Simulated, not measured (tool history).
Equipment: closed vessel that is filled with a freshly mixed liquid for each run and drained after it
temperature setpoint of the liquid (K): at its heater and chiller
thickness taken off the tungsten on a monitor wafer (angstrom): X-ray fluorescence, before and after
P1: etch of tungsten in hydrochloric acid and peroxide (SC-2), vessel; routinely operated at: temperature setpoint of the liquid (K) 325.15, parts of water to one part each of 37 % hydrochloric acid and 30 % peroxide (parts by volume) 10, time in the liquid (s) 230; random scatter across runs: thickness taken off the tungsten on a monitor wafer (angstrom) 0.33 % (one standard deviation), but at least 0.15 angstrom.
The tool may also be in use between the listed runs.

run	hour	temperature setpoint of the liquid (K)	parts of water to one part each of 37 % hydrochloric acid and 30 % peroxide (parts by volume)	time in the liquid (s)	hours since the thermometer was replaced	hours since the chemicals flow meter was replaced	hours since the drum of peroxide was connected	thickness taken off the tungsten on a monitor wafer (angstrom)
1	14.1	325.15	10	230	1557.1	433	389.6	300.66
2	28.4	325.15	16.5	230	1571.4	447.3	403.9	194.66
3	43.4	314.15	10	355	1586.4	462.3	418.9	219.22
4	52	325.15	10	30	1595	470.9	427.5	38.828
5	60.9	314.15	10	450	1603.9	479.8	436.4	277.17
6	69.5	340.15	10	320	1612.5	488.4	445	1074
7	84.6	325.15	10	230	1627.6	503.5	460.1	299.57
8	93.2	334.65	10	230	1636.2	512.1	468.7	553.15
9	101.1	311.15	10	230	1644.1	520	476.6	115.14
10	115.2	325.15	10	230	1658.2	534.1	490.7	300.3
11	125.7	325.15	10	435	1668.7	544.6	501.2	568.96
# hour 136.3: new drum of peroxide connected
12	138	325.15	10	230	1681	556.9	1.7	300.98
# hour 148: chemicals flow meter replaced
13	151.3	325.15	4	230	1694.3	3.4	15	598.81
14	164.5	325.15	10	230	1707.5	16.6	28.2	298.82
15	175.1	325.15	10	230	1718.1	27.2	38.8	300.77
16	184.6	325.15	10	230	1727.6	36.7	48.3	299.94
17	194.9	325.15	10	230	1737.9	47	58.6	290.51
18	201.9	325.15	10	230	1744.9	54	65.6	285.46
19	214.9	325.15	10	230	1757.9	67	78.6	281.87
20	223.7	325.15	10	230	1766.7	75.8	87.4	279.99
21	235.1	325.15	10	230	1778.1	87.2	98.8	278.03
# hour 240.3: new drum of peroxide connected
22	247.3	325.15	10	230	1790.3	99.4	7	278.9
23	257.6	325.15	10	230	1800.6	109.7	17.3	277.33
24	268.7	325.15	10	230	1811.7	120.8	28.4	277.35

What P1 gives has crept off from where it sat before. The 2 causes that follow fit the log equally well, each at the size noted:
A: liquid colder than its thermometer reads (K) = 1.23
B: chemicals flow below the setpoint (%) = 9.2
The creep began at about hour 184.6.
Each remaining cause and why it is not a fit:
peroxide weaker than its label (%): serviced at hour 240.3, which brought nothing back

Which of the 4 check runs listed below, each an average over 2 wafers with its results shown as question marks, gives clearly different results under the different listed causes?
check 1	279.8	317.15	4	230				?
check 2	279.8	325.15	16	65				?
check 3	279.8	334.15	10	400				?
check 4	279.8	313.15	15.5	230				?

Expected result of each check under each candidate cause:
check	result	if A	if B
check 1	thickness taken off the tungsten on a monitor wafer (angstrom)	321.31	327.85
check 2	thickness taken off the tungsten on a monitor wafer (angstrom)	52.165	51.909
check 3	thickness taken off the tungsten on a monitor wafer (angstrom)	860.96	857.47
check 4	thickness taken off the tungsten on a monitor wafer (angstrom)	83.04	83.187
Minimum pairwise separation of causes per check, each pair taken at its best-separating result: check 1 2.02 %; check 2 0.49 %; check 3 0.41 %; check 4 0.18 %
Check 1 distinguishes between the causes, while the remaining checks would return nearly the same result for all of them.

Check 1 was carried out, with these results: thickness taken off the tungsten on a monitor wafer (angstrom) 329.22. Which of the listed causes is responsible?

The correct cause is B, namely: chemicals flow below the setpoint (%).
